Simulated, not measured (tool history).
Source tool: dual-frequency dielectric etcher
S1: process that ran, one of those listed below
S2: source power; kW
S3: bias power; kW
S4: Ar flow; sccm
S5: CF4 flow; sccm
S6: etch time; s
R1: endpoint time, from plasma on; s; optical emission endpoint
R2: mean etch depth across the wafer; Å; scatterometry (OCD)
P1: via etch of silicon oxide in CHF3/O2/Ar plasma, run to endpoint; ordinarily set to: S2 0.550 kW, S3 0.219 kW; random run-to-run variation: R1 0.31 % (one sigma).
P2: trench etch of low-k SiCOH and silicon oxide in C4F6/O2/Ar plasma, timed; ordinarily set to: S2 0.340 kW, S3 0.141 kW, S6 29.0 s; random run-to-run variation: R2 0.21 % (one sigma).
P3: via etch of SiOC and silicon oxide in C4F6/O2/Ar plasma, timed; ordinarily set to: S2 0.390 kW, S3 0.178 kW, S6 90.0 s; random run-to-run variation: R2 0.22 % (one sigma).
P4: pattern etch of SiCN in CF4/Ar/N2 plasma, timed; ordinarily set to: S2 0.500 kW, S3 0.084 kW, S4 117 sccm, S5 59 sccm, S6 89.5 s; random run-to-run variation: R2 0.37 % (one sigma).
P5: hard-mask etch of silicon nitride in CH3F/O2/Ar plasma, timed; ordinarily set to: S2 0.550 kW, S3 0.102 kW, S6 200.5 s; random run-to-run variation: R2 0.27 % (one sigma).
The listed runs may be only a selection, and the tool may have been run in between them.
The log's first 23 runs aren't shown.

At day 8.600: bias power generator calibrated.
Run 24, day 8.846: S1 P1, S2 0.550 kW, S3 0.219 kW. Result: R1 201.26 s.
Run 25, day 9.342: S1 P3, S2 0.390 kW, S3 0.178 kW, S6 56.5 s. Result: R2 599.27 Å.
Run 26, day 9.650: S1 P5, S2 0.550 kW, S3 0.102 kW, S6 200.5 s. Result: R2 1741.20 Å.
Run 27, day 10.079: S1 P1, S2 0.460 kW, S3 0.157 kW. Result: R1 242.86 s.
Run 28, day 10.333: S1 P3, S2 0.390 kW, S3 0.178 kW, S6 90.0 s. Result: R2 951.75 Å.
Run 29, day 10.579: S1 P5, S2 0.550 kW, S3 0.102 kW, S6 290.5 s. Result: R2 2504.50 Å.
Run 30, day 10.912: S1 P4, S2 0.340 kW, S3 0.084 kW, S4 117 sccm, S5 59 sccm, S6 89.5 s. Result: R2 623.99 Å.
Run 31, day 11.188: S1 P5, S2 0.750 kW, S3 0.102 kW, S6 200.5 s. Result: R2 1945.50 Å.
Run 32, day 11.604: S1 P3, S2 0.240 kW, S3 0.178 kW, S6 90.0 s. Result: R2 790.47 Å.
Run 33, day 11.892: S1 P1, S2 0.550 kW, S3 0.219 kW. Result: R1 202.84 s.
Run 34, day 12.254: S1 P1, S2 0.550 kW, S3 0.219 kW. Result: R1 203.07 s.
Run 35, day 12.633: S1 P1, S2 0.550 kW, S3 0.219 kW. Result: R1 205.17 s.
Run 36, day 12.967: S1 P1, S2 0.550 kW, S3 0.219 kW. Result: R1 205.49 s.

Run 37 is up next; what results do you expect?
Run 37, day 13.212: S1 P1, S2 0.550 kW, S3 0.219 kW. Result: R1 ?.

{"run 37": {"R1": 204.52}}
